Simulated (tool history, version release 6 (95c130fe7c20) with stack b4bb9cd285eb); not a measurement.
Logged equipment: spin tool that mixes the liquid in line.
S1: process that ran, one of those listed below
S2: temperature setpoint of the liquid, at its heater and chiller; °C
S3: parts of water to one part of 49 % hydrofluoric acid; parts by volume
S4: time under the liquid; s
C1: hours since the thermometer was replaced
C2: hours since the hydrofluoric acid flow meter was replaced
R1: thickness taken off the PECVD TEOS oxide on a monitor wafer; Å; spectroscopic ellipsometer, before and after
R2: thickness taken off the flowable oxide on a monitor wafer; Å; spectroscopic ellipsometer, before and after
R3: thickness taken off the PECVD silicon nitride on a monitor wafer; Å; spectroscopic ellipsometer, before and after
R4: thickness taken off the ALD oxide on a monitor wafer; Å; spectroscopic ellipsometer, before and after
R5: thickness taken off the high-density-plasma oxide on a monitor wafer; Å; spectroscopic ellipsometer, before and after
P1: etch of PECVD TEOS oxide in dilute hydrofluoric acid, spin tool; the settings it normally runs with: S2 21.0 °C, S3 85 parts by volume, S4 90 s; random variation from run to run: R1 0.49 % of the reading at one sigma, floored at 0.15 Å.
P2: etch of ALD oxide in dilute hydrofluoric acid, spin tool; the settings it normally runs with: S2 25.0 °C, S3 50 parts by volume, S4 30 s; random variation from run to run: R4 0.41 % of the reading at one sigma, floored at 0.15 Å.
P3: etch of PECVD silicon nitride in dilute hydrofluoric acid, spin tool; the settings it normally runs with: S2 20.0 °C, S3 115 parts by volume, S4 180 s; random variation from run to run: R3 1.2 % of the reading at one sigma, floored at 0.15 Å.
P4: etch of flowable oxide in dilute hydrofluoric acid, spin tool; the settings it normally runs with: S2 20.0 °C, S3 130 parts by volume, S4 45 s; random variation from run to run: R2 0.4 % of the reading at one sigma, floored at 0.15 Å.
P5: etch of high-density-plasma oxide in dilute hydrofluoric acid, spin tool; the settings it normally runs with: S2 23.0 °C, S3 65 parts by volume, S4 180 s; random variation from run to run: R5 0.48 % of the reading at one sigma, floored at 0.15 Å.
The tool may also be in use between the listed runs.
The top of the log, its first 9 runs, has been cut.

| run | hour | S1 | S2 | S3 | S4 | C1 | C2 | R1 | R2 | R3 | R4 | R5 |
|---|---|---|---|---|---|---|---|---|---|---|---|---|
| 10 | 98.5 | P2 | 25.0 | 50 | 60 | 646.9 | 611.6 |  |  |  | 237.03 |  |
| 11 | 110.1 | P1 | 21.0 | 115 | 90 | 658.5 | 623.2 | 74.216 |  |  |  |  |
| 12 | 118.0 | P2 | 33.5 | 50 | 30 | 666.4 | 631.1 |  |  |  | 164.73 |  |
| 13 | 124.6 | P2 | 25.0 | 50 | 30 | 673.0 | 637.7 |  |  |  | 117.65 |  |
| 14 | 131.5 | P1 | 21.0 | 85 | 20 | 679.9 | 644.6 | 22.809 |  |  |  |  |
| 15 | 144.8 | P1 | 25.0 | 25 | 90 | 693.2 | 657.9 | 450.600 |  |  |  |  |
| 16 | 158.7 | P1 | 24.5 | 125 | 90 | 707.1 | 671.8 | 77.913 |  |  |  |  |
| 17 | 168.4 | P5 | 23.0 | 105 | 180 | 716.8 | 681.5 |  |  |  |  | 85.105 |
| 18 | 176.5 | P5 | 23.0 | 65 | 60 | 724.9 | 689.6 |  |  |  |  | 47.911 |
| 19 | 185.5 | P3 | 20.0 | 115 | 180 | 733.9 | 698.6 |  |  | 20.858 |  |  |
| 20 | 200.3 | P1 | 21.0 | 85 | 90 | 748.7 | 713.4 | 103.510 |  |  |  |  |

For run 21, what comes out?
| 21 | 207.6 | P1 | 17.0 | 85 | 45 | 756.0 | 720.7 | ? |  |  |  |  |

R1: 43.839 Å
